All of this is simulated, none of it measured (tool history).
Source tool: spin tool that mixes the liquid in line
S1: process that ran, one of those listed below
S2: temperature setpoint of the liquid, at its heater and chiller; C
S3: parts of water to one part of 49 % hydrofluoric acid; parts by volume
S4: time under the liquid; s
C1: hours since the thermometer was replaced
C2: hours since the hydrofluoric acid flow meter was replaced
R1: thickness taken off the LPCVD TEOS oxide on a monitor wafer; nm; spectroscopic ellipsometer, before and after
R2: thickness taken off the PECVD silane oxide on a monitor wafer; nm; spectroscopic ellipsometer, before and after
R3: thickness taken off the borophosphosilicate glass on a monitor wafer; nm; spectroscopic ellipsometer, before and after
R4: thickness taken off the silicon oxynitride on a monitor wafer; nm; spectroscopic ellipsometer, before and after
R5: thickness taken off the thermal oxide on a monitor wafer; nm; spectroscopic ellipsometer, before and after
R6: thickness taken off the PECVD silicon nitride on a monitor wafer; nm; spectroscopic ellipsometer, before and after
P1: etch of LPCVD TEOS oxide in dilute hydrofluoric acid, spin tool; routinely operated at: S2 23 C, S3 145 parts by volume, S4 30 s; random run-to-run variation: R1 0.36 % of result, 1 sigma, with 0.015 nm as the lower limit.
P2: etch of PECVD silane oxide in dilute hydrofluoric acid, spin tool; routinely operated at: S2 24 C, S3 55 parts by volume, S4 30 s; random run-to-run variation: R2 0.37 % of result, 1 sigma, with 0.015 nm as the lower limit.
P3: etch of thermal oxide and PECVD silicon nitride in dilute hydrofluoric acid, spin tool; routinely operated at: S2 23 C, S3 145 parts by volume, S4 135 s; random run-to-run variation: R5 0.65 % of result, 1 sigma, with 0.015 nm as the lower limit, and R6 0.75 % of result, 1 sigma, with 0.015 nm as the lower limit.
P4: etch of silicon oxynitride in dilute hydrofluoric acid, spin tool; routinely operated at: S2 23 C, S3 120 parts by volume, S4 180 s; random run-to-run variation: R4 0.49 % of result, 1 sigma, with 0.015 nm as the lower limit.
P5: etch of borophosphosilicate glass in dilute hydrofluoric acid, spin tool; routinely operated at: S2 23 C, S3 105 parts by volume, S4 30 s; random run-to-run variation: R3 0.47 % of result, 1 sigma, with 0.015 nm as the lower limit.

Run 1, hour 15.1: S1 P1, S2 23 C, S3 145 parts by volume, S4 30 s; C1 536.3; C2 1867.5. Result: R1 5.5332 nm.
Run 2, hour 24.1: S1 P1, S2 19 C, S3 145 parts by volume, S4 30 s; C1 545.3; C2 1876.5. Result: R1 4.7084 nm.
Run 3, hour 41.9: S1 P2, S2 24 C, S3 55 parts by volume, S4 30 s; C1 563.1; C2 1894.3. Result: R2 10.989 nm.
Run 4, hour 51.2: S1 P1, S2 23 C, S3 200 parts by volume, S4 30 s; C1 572.4; C2 1903.6. Result: R1 3.7577 nm.
Run 5, hour 61.4: S1 P1, S2 23 C, S3 145 parts by volume, S4 30 s; C1 582.6; C2 1913.8. Result: R1 5.5408 nm.
Run 6, hour 71.6: S1 P5, S2 23 C, S3 105 parts by volume, S4 30 s; C1 592.8; C2 1924. Result: R3 10.761 nm.
Run 7, hour 82.6: S1 P1, S2 30.5 C, S3 85 parts by volume, S4 30 s; C1 603.8; C2 1935. Result: R1 13.618 nm.
Run 8, hour 99.7: S1 P2, S2 24 C, S3 95 parts by volume, S4 30 s; C1 620.9; C2 1952.1. Result: R2 6.0739 nm.
Run 9, hour 111.5: S1 P1, S2 23 C, S3 145 parts by volume, S4 30 s; C1 632.7; C2 1963.9. Result: R1 5.5281 nm.
Run 10, hour 123: S1 P4, S2 23 C, S3 120 parts by volume, S4 15 s; C1 644.2; C2 1975.4. Result: R4 0.39264 nm.
Run 11, hour 133.1: S1 P3, S2 23 C, S3 145 parts by volume, S4 270 s; C1 654.3; C2 1985.5. Result: R5 7.8884 nm, R6 6.7557 nm.
Run 12, hour 143.1: S1 P4, S2 17.5 C, S3 120 parts by volume, S4 180 s; C1 664.3; C2 1995.5. Result: R4 3.4808 nm.
Run 13, hour 161: S1 P5, S2 31.5 C, S3 105 parts by volume, S4 30 s; C1 682.2; C2 2013.4. Result: R3 14.608 nm.
Run 14, hour 172.5: S1 P5, S2 23 C, S3 105 parts by volume, S4 55 s; C1 693.7; C2 2024.9. Result: R3 19.511 nm.
Run 15, hour 187.2: S1 P1, S2 23 C, S3 145 parts by volume, S4 15 s; C1 708.4; C2 2039.6. Result: R1 2.7956 nm.
Run 16, hour 205.5: S1 P1, S2 23 C, S3 35 parts by volume, S4 30 s; C1 726.7; C2 2057.9. Result: R1 26.229 nm.
Run 17, hour 217: S1 P1, S2 23 C, S3 145 parts by volume, S4 50 s; C1 738.2; C2 2069.4. Result: R1 9.1894 nm.
Run 18, hour 229.5: S1 P1, S2 23 C, S3 145 parts by volume, S4 30 s; C1 750.7; C2 2081.9. Result: R1 5.5055 nm.
Run 19, hour 238.6: S1 P1, S2 23 C, S3 215 parts by volume, S4 55 s; C1 759.8; C2 2091. Result: R1 6.386 nm.
Run 20, hour 254.2: S1 P4, S2 23 C, S3 185 parts by volume, S4 180 s; C1 775.4; C2 2106.6. Result: R4 2.8102 nm.

For run 21, what comes out?
Run 21, hour 262.4: S1 P1, S2 30 C, S3 145 parts by volume, S4 30 s; C1 783.6; C2 2114.8. Result: R1 ?.

R1: 7.1622 nm

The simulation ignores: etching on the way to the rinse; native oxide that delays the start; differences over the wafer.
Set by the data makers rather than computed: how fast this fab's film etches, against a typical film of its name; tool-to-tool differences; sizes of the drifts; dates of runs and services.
